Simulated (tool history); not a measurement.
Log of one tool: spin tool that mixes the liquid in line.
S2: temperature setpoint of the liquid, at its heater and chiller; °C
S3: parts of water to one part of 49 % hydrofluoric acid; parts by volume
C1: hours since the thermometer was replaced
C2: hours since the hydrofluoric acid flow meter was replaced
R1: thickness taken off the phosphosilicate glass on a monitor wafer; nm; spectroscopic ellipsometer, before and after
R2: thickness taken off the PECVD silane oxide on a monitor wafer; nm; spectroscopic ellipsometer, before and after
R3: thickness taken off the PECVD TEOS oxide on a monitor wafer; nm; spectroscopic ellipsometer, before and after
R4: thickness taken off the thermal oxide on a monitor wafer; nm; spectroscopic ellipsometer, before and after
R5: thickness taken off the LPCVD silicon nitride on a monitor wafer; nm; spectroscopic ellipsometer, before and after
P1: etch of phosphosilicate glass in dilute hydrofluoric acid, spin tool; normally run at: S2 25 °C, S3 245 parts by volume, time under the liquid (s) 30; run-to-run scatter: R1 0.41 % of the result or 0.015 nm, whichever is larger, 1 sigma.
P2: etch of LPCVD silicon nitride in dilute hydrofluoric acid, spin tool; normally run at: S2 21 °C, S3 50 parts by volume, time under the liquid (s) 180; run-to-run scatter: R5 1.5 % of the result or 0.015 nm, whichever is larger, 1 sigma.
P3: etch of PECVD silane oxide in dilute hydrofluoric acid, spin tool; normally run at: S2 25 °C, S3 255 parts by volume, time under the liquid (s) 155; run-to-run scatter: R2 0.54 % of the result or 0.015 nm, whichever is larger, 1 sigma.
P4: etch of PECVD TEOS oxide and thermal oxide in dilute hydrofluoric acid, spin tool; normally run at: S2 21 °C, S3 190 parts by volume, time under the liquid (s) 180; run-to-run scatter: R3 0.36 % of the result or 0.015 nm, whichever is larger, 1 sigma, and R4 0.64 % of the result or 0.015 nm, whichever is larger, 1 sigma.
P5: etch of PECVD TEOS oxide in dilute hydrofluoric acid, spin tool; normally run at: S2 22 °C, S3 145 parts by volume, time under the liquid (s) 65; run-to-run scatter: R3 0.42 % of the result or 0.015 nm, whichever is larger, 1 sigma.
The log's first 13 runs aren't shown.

Run 14, day 2.992: process that ran P1, S2 25 °C, S3 245 parts by volume, time under the liquid (s) 55; C1 351; C2 271.7. Result: R1 39.272 nm.
Run 15, day 3.258: process that ran P5, S2 28 °C, S3 145 parts by volume, time under the liquid (s) 65; C1 357.4; C2 278.1. Result: R3 9.2107 nm.
Run 16, day 3.508: process that ran P4, S2 21 °C, S3 190 parts by volume, time under the liquid (s) 180; C1 363.4; C2 284.1. Result: R3 8.0477 nm, R4 3.5504 nm.
Run 17, day 3.762: process that ran P3, S2 25 °C, S3 435 parts by volume, time under the liquid (s) 155; C1 369.5; C2 290.2. Result: R2 4.0031 nm.
Run 18, day 4.012: process that ran P1, S2 29 °C, S3 90 parts by volume, time under the liquid (s) 30; C1 375.5; C2 296.2. Result: R1 81.063 nm.
Run 19, day 4.142: process that ran P1, S2 25 °C, S3 245 parts by volume, time under the liquid (s) 30; C1 378.6; C2 299.3. Result: R1 21.294 nm.
Run 20, day 4.271: process that ran P1, S2 25 °C, S3 245 parts by volume, time under the liquid (s) 15; C1 381.7; C2 302.4. Result: R1 10.742 nm.
Run 21, day 4.504: process that ran P5, S2 22 °C, S3 240 parts by volume, time under the liquid (s) 65; C1 387.3; C2 308. Result: R3 4.002 nm.
Run 22, day 4.667: process that ran P2, S2 17 °C, S3 50 parts by volume, time under the liquid (s) 180; C1 391.2; C2 311.9. Result: R5 1.0297 nm.
Run 23, day 4.821: process that ran P5, S2 22 °C, S3 145 parts by volume, time under the liquid (s) 100; C1 394.9; C2 315.6. Result: R3 11.292 nm.
Run 24, day 5.071: process that ran P5, S2 22 °C, S3 145 parts by volume, time under the liquid (s) 65; C1 400.9; C2 321.6. Result: R3 7.4056 nm.
Run 25, day 5.321: process that ran P2, S2 21 °C, S3 50 parts by volume, time under the liquid (s) 180; C1 406.9; C2 327.6. Result: R5 1.3891 nm.
Run 26, day 5.512: process that ran P2, S2 21 °C, S3 50 parts by volume, time under the liquid (s) 180; C1 411.5; C2 332.2. Result: R5 1.3616 nm.

Run 27 comes next. What will it give?
Run 27, day 5.671: process that ran P2, S2 21 °C, S3 50 parts by volume, time under the liquid (s) 330; C1 415.3; C2 336. Result: R5 ?.

R5: 2.5279 nm
